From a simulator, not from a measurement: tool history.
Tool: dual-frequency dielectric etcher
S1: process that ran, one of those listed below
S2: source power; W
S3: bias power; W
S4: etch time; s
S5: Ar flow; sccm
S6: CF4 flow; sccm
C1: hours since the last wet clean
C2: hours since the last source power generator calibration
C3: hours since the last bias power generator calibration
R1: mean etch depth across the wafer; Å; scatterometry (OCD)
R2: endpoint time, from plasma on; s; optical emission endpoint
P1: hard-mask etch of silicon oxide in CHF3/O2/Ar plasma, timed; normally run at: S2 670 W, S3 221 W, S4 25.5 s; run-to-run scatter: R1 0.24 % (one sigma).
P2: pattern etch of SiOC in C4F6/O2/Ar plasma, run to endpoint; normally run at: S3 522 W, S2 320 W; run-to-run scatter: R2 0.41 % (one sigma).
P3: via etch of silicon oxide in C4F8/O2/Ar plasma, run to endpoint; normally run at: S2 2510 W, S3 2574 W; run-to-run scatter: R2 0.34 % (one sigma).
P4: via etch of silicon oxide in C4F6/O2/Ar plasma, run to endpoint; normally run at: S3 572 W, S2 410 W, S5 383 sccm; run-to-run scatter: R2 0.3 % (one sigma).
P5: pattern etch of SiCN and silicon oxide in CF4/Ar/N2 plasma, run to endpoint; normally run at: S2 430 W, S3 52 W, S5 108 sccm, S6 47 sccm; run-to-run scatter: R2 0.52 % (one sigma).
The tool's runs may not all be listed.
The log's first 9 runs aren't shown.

run 10 hour=53.3 | S1=P1 S2=670 S3=221 S4=36 | C1=205.5 C2=968.9 C3=749.1 | R1=804.03
run 11 hour=56.9 | S1=P2 S2=320 S3=728 | C1=209.1 C2=972.5 C3=752.7 | R2=8.6116
run 12 hour=63.6 | S1=P1 S2=670 S3=139 S4=25.5 | C1=215.8 C2=979.2 C3=759.4 | R1=484.09
run 13 hour=69.5 | S1=P4 S2=410 S3=572 S5=383 | C1=221.7 C2=985.1 C3=765.3 | R2=27.07
run 14 hour=75.9 | S1=P2 S2=320 S3=522 | C1=228.1 C2=991.5 C3=771.7 | R2=9.752
run 15 hour=83.1 | S1=P4 S2=410 S3=776 S5=383 | C1=235.3 C2=998.7 C3=778.9 | R2=23.985
run 16 hour=86.5 | S1=P1 S2=670 S3=259 S4=16 | C1=238.7 C2=1002.1 C3=782.3 | R1=377.42
run 17 hour=93.1 | S1=P1 S2=670 S3=221 S4=14 | C1=245.3 C2=1008.7 C3=788.9 | R1=311.45
run 18 hour=99.8 | S1=P3 S2=2510 S3=2574 | C1=252 C2=1015.4 C3=795.6 | R2=230.05
run 19 hour=103.6 | S1=P1 S2=670 S3=221 S4=25.5 | C1=255.8 C2=1019.2 C3=799.4 | R1=565.45
run 20 hour=110.2 | S1=P5 S2=430 S3=52 S5=108 S6=47 | C1=262.4 C2=1025.8 C3=806 | R2=12.66
run 21 hour=116.7 | S1=P1 S2=670 S3=221 S4=25.5 | C1=268.9 C2=1032.3 C3=812.5 | R1=567.56

Run 22 comes next. What will it give?
run 22 hour=121.4 | S1=P1 S2=810 S3=221 S4=25.5 | C1=273.6 C2=1037 C3=817.2 | R1=?

Run 22 gave R1 607.31 Å.

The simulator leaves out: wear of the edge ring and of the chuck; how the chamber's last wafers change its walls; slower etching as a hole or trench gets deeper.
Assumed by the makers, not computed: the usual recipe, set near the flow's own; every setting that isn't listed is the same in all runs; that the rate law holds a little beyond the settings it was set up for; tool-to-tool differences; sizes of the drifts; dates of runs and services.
